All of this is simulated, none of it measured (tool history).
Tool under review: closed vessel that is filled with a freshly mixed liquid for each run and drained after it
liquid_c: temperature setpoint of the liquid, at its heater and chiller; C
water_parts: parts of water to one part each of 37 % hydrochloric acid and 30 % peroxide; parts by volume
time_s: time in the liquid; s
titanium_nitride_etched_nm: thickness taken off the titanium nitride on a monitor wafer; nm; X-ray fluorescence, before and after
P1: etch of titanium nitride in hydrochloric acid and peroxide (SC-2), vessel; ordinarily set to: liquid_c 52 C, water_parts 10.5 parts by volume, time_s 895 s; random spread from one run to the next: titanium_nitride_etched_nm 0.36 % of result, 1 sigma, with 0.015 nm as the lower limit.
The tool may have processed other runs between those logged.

run	hour	liquid_c	water_parts	time_s	hours since the thermometer was replaced	hours since the chemicals flow meter was replaced	hours since the drum of peroxide was connected	titanium_nitride_etched_nm
1	17.1	52	10.5	895	1377.9	574	80.7	35.649
2	31.4	52	15	895	1392.2	588.3	95	26.261
3	39.2	52	10.5	895	1400	596.1	102.8	35.996
4	47.4	36	10.5	895	1408.2	604.3	111	11.787
5	64.6	52	10.5	895	1425.4	621.5	128.2	35.777
6	73.1	52	10.5	895	1433.9	630	136.7	35.815
7	83.9	52	10.5	895	1444.7	640.8	147.5	35.853
8	92.8	52	4	895	1453.6	649.7	156.4	74.402
9	104	52	10.5	895	1464.8	660.9	167.6	35.887
10	114.9	67	10.5	895	1475.7	671.8	178.5	91.978
# hour 121.6: chemicals flow meter replaced
11	125.6	52	10.5	1645	1486.4	4	189.2	66.194
12	136.8	39.5	10.5	70	1497.6	15.2	200.4	1.1959
13	144.5	52	10.5	440	1505.3	22.9	208.1	17.72
14	161.5	52	10.5	895	1522.3	39.9	225.1	36.078
15	175.1	52	10.5	895	1535.9	53.5	238.7	34.907
16	183.4	52	10.5	895	1544.2	61.8	247	34.373
17	198.8	52	10.5	895	1559.6	77.2	262.4	33.679
18	215.4	52	10.5	895	1576.2	93.8	279	33.424
19	223.5	52	10.5	895	1584.3	101.9	287.1	33.305
# hour 232.1: new drum of peroxide connected
20	232.5	52	10.5	895	1593.3	110.9	0.5	33.322
21	245.4	52	10.5	895	1606.2	123.8	13.4	33.041
22	256.7	52	10.5	895	1617.5	135.1	24.7	33.378
23	272.5	52	10.5	895	1633.3	150.9	40.5	32.949
24	283.3	52	10.5	895	1644.1	161.7	51.3	32.957

What P1 gives has crept off from where it sat before. The 2 causes that follow fit the log equally well, each at the size noted:
A: liquid colder than its thermometer reads (K) = 1.23
B: chemicals flow below the setpoint (%) = 9.13
The drift started at roughly hour 161.5.
Each remaining cause and why it is not a fit:
peroxide weaker than its label (%): serviced at hour 232.1, after the change had begun; the process did not return to its earlier output

You are offered 4 check runs, listed below with question marks in place of their results; each one averages 2 wafers. Which run separates the listed causes by giving clearly different results for each?
check 1	294.1	64.5	10.5	1195				?
check 2	294.1	40	4	895				?
check 3	294.1	46	10.5	1200				?
check 4	294.1	42	10.5	895				?

What every check run would give for each of its results, assuming each possible cause in turn:
check	result	if A	if B
check 1	titanium_nitride_etched_nm	98.074	97.523
check 2	titanium_nitride_etched_nm	30.114	30.809
check 3	titanium_nitride_etched_nm	29.534	29.634
check 4	titanium_nitride_etched_nm	16.664	16.756
Gap, in per cent, between the two causes that each check separates least, read from the result that separates them most: check 1 0.56 %; check 2 2.28 %; check 3 0.34 %; check 4 0.55 %
Of the check runs offered, only check 2 discriminates between the causes; the rest would read about the same regardless of which cause applies.

With check 2 done, the readings were: titanium_nitride_etched_nm 30.167 nm. Identify which of the listed causes applies.

The correct cause is A, namely: liquid colder than its thermometer reads (K).

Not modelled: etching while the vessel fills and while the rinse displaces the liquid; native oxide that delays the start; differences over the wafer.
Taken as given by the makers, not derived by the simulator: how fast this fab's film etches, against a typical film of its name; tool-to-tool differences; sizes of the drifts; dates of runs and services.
